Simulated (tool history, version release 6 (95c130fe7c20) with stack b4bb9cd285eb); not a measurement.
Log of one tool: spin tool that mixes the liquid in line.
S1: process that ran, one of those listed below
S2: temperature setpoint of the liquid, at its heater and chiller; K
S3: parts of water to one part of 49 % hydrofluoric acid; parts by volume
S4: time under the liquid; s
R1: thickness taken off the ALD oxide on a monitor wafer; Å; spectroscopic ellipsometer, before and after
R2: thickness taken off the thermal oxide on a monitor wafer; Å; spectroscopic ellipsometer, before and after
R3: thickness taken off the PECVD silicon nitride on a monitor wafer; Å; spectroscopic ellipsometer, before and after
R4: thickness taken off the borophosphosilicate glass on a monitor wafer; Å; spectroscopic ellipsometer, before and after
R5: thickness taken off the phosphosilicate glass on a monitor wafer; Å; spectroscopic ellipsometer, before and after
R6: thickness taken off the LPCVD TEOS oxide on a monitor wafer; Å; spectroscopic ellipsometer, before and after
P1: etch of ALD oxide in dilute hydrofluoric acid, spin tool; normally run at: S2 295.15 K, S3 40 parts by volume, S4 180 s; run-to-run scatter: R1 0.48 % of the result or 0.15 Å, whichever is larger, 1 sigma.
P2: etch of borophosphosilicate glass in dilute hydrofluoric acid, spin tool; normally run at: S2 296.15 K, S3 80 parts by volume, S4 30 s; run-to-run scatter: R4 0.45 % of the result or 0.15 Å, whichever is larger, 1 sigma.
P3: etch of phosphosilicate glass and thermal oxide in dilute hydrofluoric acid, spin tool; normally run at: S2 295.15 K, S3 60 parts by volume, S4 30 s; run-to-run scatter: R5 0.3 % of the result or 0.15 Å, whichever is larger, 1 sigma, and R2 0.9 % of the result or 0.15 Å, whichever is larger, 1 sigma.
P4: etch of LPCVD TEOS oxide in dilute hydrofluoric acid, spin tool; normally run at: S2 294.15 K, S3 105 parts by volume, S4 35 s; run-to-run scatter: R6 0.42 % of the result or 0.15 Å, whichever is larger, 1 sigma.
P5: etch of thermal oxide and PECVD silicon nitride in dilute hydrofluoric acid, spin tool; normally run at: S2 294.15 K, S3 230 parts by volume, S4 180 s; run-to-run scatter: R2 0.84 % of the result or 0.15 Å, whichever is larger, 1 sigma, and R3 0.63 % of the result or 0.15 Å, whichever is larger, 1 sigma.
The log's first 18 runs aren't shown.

run	hour	S1	S2	S3	S4	R1	R2	R3	R4	R5	R6
19	110.6	P4	294.15	105	15						72.786
20	115.3	P2	296.15	80	15				97.143		
21	122.6	P1	295.15	40	180	420.13					
22	128.5	P4	301.15	105	35						226.54
23	136.5	P1	291.15	40	180	356.25					
24	144.7	P4	294.15	105	35						170.05
25	150.5	P1	295.15	20	180	871.34					
26	156.8	P1	290.15	20	180	697.24					
27	161.2	P5	294.15	230	180		29.3	35.599			
28	168.8	P1	295.15	40	20	46.857					
29	172.6	P1	301.15	40	180	539.99					

The next listed run, before its measurement:
30	176.2	P5	294.15	230	260		?	?			

{"run 30": {"R2": 42.309, "R3": 51.415}}

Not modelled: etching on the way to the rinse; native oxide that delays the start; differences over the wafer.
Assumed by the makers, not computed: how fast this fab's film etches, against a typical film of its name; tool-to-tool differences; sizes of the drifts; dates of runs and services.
